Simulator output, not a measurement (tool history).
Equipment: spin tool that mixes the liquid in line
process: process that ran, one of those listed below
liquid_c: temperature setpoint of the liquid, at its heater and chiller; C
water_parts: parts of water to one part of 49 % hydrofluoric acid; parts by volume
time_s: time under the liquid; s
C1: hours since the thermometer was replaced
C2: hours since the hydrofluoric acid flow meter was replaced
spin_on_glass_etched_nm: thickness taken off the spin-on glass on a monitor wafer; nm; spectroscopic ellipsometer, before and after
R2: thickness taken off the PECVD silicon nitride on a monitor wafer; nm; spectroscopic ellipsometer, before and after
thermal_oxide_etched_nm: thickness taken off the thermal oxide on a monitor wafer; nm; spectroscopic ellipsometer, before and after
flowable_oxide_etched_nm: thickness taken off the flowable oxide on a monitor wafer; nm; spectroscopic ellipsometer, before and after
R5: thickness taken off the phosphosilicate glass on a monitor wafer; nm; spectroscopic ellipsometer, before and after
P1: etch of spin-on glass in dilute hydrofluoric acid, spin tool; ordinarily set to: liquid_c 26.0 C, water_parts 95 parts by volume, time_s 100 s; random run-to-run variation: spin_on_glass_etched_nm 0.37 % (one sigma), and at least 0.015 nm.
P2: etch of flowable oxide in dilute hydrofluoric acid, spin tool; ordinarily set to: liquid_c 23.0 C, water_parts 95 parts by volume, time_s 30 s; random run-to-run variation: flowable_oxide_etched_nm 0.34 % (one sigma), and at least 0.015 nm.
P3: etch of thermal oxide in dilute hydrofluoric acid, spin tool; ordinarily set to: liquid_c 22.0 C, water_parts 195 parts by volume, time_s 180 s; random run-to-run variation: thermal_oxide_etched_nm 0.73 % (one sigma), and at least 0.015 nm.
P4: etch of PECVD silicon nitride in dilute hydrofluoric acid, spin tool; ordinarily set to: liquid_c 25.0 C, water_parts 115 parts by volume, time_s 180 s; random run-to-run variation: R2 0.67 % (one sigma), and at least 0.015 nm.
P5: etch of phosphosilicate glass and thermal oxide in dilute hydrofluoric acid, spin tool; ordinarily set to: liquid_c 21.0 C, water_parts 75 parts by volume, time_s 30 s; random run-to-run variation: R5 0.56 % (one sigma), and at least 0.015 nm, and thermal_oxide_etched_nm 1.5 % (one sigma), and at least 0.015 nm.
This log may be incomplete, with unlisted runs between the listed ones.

Run 1, hour 16.0: process P1, liquid_c 26.0 C, water_parts 95 parts by volume, time_s 100 s; C1 1211.1; C2 317.9. Result: spin_on_glass_etched_nm 30.652 nm.
Run 2, hour 25.0: process P4, liquid_c 25.0 C, water_parts 115 parts by volume, time_s 180 s; C1 1220.1; C2 326.9. Result: R2 4.6017 nm.
Run 3, hour 33.5: process P3, liquid_c 17.5 C, water_parts 195 parts by volume, time_s 180 s; C1 1228.6; C2 335.4. Result: thermal_oxide_etched_nm 3.06010 nm.
Run 4, hour 51.9: process P1, liquid_c 26.0 C, water_parts 95 parts by volume, time_s 100 s; C1 1247.0; C2 353.8. Result: spin_on_glass_etched_nm 30.666 nm.
Run 5, hour 61.7: process P1, liquid_c 26.0 C, water_parts 140 parts by volume, time_s 100 s; C1 1256.8; C2 363.6. Result: spin_on_glass_etched_nm 19.693 nm.
Run 6, hour 80.2: process P1, liquid_c 22.0 C, water_parts 95 parts by volume, time_s 100 s; C1 1275.3; C2 382.1. Result: spin_on_glass_etched_nm 26.129 nm.
Run 7, hour 95.8: process P2, liquid_c 23.0 C, water_parts 95 parts by volume, time_s 30 s; C1 1290.9; C2 397.7. Result: flowable_oxide_etched_nm 8.5671 nm.
Run 8, hour 111.1: process P1, liquid_c 26.0 C, water_parts 95 parts by volume, time_s 100 s; C1 1306.2; C2 413.0. Result: spin_on_glass_etched_nm 30.723 nm.
Run 9, hour 120.9: process P3, liquid_c 22.0 C, water_parts 195 parts by volume, time_s 180 s; C1 1316.0; C2 422.8. Result: thermal_oxide_etched_nm 3.59300 nm.
Run 10, hour 129.4: process P1, liquid_c 19.0 C, water_parts 95 parts by volume, time_s 190 s; C1 1324.5; C2 431.3. Result: spin_on_glass_etched_nm 44.165 nm.
Run 11, hour 139.3: process P1, liquid_c 26.0 C, water_parts 95 parts by volume, time_s 195 s; C1 1334.4; C2 441.2. Result: spin_on_glass_etched_nm 60.353 nm.
Run 12, hour 152.1: process P1, liquid_c 19.5 C, water_parts 95 parts by volume, time_s 195 s; C1 1347.2; C2 454.0. Result: spin_on_glass_etched_nm 46.428 nm.
Run 13, hour 167.9: process P3, liquid_c 22.0 C, water_parts 195 parts by volume, time_s 40 s; C1 1363.0; C2 469.8. Result: thermal_oxide_etched_nm 0.81624 nm.
Run 14, hour 176.8: process P2, liquid_c 23.0 C, water_parts 95 parts by volume, time_s 30 s; C1 1371.9; C2 478.7. Result: flowable_oxide_etched_nm 8.5363 nm.
Run 15, hour 194.8: process P1, liquid_c 26.0 C, water_parts 95 parts by volume, time_s 100 s; C1 1389.9; C2 496.7. Result: spin_on_glass_etched_nm 30.798 nm.
Run 16, hour 203.6: process P1, liquid_c 26.0 C, water_parts 30 parts by volume, time_s 100 s; C1 1398.7; C2 505.5. Result: spin_on_glass_etched_nm 106.510 nm.
Run 17, hour 218.9: process P2, liquid_c 23.0 C, water_parts 95 parts by volume, time_s 50 s; C1 1414.0; C2 520.8. Result: flowable_oxide_etched_nm 14.1340 nm.
Run 18, hour 234.1: process P3, liquid_c 22.0 C, water_parts 25 parts by volume, time_s 180 s; C1 1429.2; C2 536.0. Result: thermal_oxide_etched_nm 34.69100 nm.
Run 19, hour 251.1: process P5, liquid_c 21.0 C, water_parts 75 parts by volume, time_s 30 s; C1 1446.2; C2 553.0. Result: thermal_oxide_etched_nm 1.63230 nm, R5 24.688 nm.
Run 20, hour 263.9: process P1, liquid_c 26.0 C, water_parts 95 parts by volume, time_s 40 s; C1 1459.0; C2 565.8. Result: spin_on_glass_etched_nm 12.280 nm.
Run 21, hour 278.9: process P5, liquid_c 21.0 C, water_parts 75 parts by volume, time_s 15 s; C1 1474.0; C2 580.8. Result: thermal_oxide_etched_nm 0.83418 nm, R5 12.325 nm.
Run 22, hour 294.4: process P4, liquid_c 20.0 C, water_parts 115 parts by volume, time_s 180 s; C1 1489.5; C2 596.3. Result: R2 3.2933 nm.
Run 23, hour 310.8: process P1, liquid_c 26.0 C, water_parts 95 parts by volume, time_s 100 s; C1 1505.9; C2 612.7. Result: spin_on_glass_etched_nm 30.736 nm.
Run 24, hour 325.5: process P1, liquid_c 26.0 C, water_parts 95 parts by volume, time_s 100 s; C1 1520.6; C2 627.4. Result: spin_on_glass_etched_nm 30.682 nm.
Run 25, hour 342.6: process P2, liquid_c 23.0 C, water_parts 40 parts by volume, time_s 30 s; C1 1537.7; C2 644.5. Result: flowable_oxide_etched_nm 21.7490 nm.
Run 26, hour 356.5: process P4, liquid_c 25.0 C, water_parts 115 parts by volume, time_s 40 s; C1 1551.6; C2 658.4. Result: R2 1.0399 nm.
Run 27, hour 371.5: process P5, liquid_c 21.0 C, water_parts 130 parts by volume, time_s 30 s; C1 1566.6; C2 673.4. Result: thermal_oxide_etched_nm 0.91027 nm, R5 13.487 nm.
Run 28, hour 385.5: process P1, liquid_c 26.0 C, water_parts 95 parts by volume, time_s 100 s; C1 1580.6; C2 687.4. Result: spin_on_glass_etched_nm 30.924 nm.
Run 29, hour 399.8: process P2, liquid_c 17.0 C, water_parts 95 parts by volume, time_s 30 s; C1 1594.9; C2 701.7. Result: flowable_oxide_etched_nm 6.6476 nm.
Run 30, hour 409.8: process P5, liquid_c 28.5 C, water_parts 75 parts by volume, time_s 30 s; C1 1604.9; C2 711.7. Result: thermal_oxide_etched_nm 2.19950 nm, R5 33.408 nm.
Run 31, hour 419.1: process P4, liquid_c 25.0 C, water_parts 205 parts by volume, time_s 180 s; C1 1614.2; C2 721.0. Result: R2 2.5673 nm.
Run 32, hour 429.8: process P1, liquid_c 32.0 C, water_parts 95 parts by volume, time_s 100 s; C1 1624.9; C2 731.7. Result: spin_on_glass_etched_nm 38.528 nm.
Run 33, hour 442.1: process P1, liquid_c 26.0 C, water_parts 95 parts by volume, time_s 100 s; C1 1637.2; C2 744.0. Result: spin_on_glass_etched_nm 30.804 nm.
Run 34, hour 460.7: process P1, liquid_c 26.0 C, water_parts 95 parts by volume, time_s 100 s; C1 1655.8; C2 762.6. Result: spin_on_glass_etched_nm 29.321 nm.
Run 35, hour 480.0: process P1, liquid_c 26.0 C, water_parts 95 parts by volume, time_s 100 s; C1 1675.1; C2 781.9. Result: spin_on_glass_etched_nm 28.396 nm.
Run 36, hour 490.0: process P1, liquid_c 26.0 C, water_parts 95 parts by volume, time_s 100 s; C1 1685.1; C2 791.9. Result: spin_on_glass_etched_nm 28.447 nm.
Run 37, hour 508.3: process P1, liquid_c 26.0 C, water_parts 95 parts by volume, time_s 100 s; C1 1703.4; C2 810.2. Result: spin_on_glass_etched_nm 27.925 nm.
Run 38, hour 523.5: process P1, liquid_c 26.0 C, water_parts 95 parts by volume, time_s 100 s; C1 1718.6; C2 825.4. Result: spin_on_glass_etched_nm 28.093 nm.
Run 39, hour 538.8: process P1, liquid_c 26.0 C, water_parts 95 parts by volume, time_s 100 s; C1 1733.9; C2 840.7. Result: spin_on_glass_etched_nm 28.016 nm.

Compared with where it was, what P1 gives has crept away. Each cause listed below fits the log as well as the rest, at the size given for it:
A: hydrofluoric acid flow below the setpoint (%) = 8.1
B: liquid colder than its thermometer reads (K) = 2.42
The gradual shift began around hour 442.1.

Each of the 4 check runs below uses one wafer; its results are left as question marks. Which run tells the causes apart?
Run check 1, hour 554.1: process P5, liquid_c 21.0 C, water_parts 125 parts by volume, time_s 15 s. Result: thermal_oxide_etched_nm ?, R5 ?.
Run check 2, hour 554.1: process P3, liquid_c 22.0 C, water_parts 65 parts by volume, time_s 180 s. Result: thermal_oxide_etched_nm ?.
Run check 3, hour 554.1: process P4, liquid_c 25.0 C, water_parts 115 parts by volume, time_s 105 s. Result: R2 ?.
Run check 4, hour 554.1: process P2, liquid_c 17.0 C, water_parts 95 parts by volume, time_s 30 s. Result: flowable_oxide_etched_nm ?.

Check results expected under each cause:
  check                    result      if A      if B
check 1   thermal_oxide_etched_nm   0.42311   0.42249
check 1                        R5    6.4094    6.4000
check 2   thermal_oxide_etched_nm  11.47100  11.36200
check 3                        R2    2.4540    2.2769
check 4  flowable_oxide_etched_nm    6.0719    6.0094
Separation of the two closest causes in each check, using whichever result separates them best: check 1 0.15 %; check 2 0.95 %; check 3 7.49 %; check 4 1.03 %
Check 3 is the one run that separates the causes; every other check would come out nearly the same whichever cause is at work.

After running check 3, the following was obtained: R2 2.4693 nm. Which cause does this point to?

A is the cause: hydrofluoric acid flow below the setpoint (%).

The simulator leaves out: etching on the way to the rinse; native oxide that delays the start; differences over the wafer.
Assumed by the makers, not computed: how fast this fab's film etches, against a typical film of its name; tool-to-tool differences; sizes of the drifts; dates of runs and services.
